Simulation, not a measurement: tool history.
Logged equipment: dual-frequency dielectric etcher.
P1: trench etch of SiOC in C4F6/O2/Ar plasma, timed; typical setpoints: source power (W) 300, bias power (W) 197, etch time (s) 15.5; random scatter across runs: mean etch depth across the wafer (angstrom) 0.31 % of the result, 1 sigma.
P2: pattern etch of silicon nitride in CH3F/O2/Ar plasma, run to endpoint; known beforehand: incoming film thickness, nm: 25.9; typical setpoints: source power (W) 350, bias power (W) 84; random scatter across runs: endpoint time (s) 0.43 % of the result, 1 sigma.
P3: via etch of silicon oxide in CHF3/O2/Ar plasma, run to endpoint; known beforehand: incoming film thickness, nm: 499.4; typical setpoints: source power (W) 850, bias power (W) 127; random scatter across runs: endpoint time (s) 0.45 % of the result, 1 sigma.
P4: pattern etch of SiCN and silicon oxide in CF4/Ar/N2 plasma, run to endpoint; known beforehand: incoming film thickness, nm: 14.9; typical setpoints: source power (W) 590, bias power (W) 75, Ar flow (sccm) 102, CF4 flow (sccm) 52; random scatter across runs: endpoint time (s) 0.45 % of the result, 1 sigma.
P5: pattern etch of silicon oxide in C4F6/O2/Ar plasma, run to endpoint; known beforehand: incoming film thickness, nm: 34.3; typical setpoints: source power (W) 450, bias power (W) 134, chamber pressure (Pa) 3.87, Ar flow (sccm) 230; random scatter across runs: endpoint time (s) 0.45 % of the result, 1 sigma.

run   hour  process that ran  source power (W)  bias power (W)  etch time (s)  Ar flow (sccm)  CF4 flow (sccm)  chamber pressure (Pa)  mean etch depth across the wafer (angstrom)  endpoint time (s)
  1   11.2                P1               300             197           15.5                                                                                               300.95
  2   24.3                P4               590              75                             72               52                                                                                 13.210
  3   31.0                P4               590              75                            102               72                                                                                 13.230
  4   42.1                P1               300             197           15.5                                                                                               299.42
  5   53.8                P2               210              84                                                                                                                                 44.332
  6   65.8                P1               300             197           15.5                                                                                               300.75
  7   73.5                P1               300             234           15.5                                                                                               318.51
  8   86.2                P1               300             197           15.5                                                                                               300.63
  9   92.9                P2               350             119                                                                                                                                 31.818
 10  103.5                P1               400             197           21.0                                                                                               457.17
 11  111.5                P1               300             197            9.5                                                                                               185.19
 12  123.4                P1               300             197           15.5                                                                                               300.83
 13  132.5                P5               450             134                            230                                    5.40                                                          11.139
 14  139.4                P4               810              75                            102               52                                                                                 10.598
 15  146.2                P3               850             127                                                                                                                                245.470
 16  159.3                P3               850              91                                                                                                                                270.730
 17  169.5                P3              1160             127                                                                                                                                216.550
 18  180.1                P1               410             197           15.5                                                                                               339.27
 19  187.5                P5               450             134                            143                                    3.87                                                          10.099
 20  196.0                P2               350              84                                                                                                                                 36.370
 21  207.2                P5               450             134                            230                                    3.87                                                          10.646
 22  221.4                P4               590              75                            102               52                                                                                 13.958
 23  230.0                P1               180             197           15.5                                                                                               246.15
 24  238.5                P5               350             134                            230                                    3.87                                                          11.848

The next listed run, before its measurement:
 25  245.8                P5               450             160                            230                                    3.87                                                               ?

endpoint time (s): 10.133
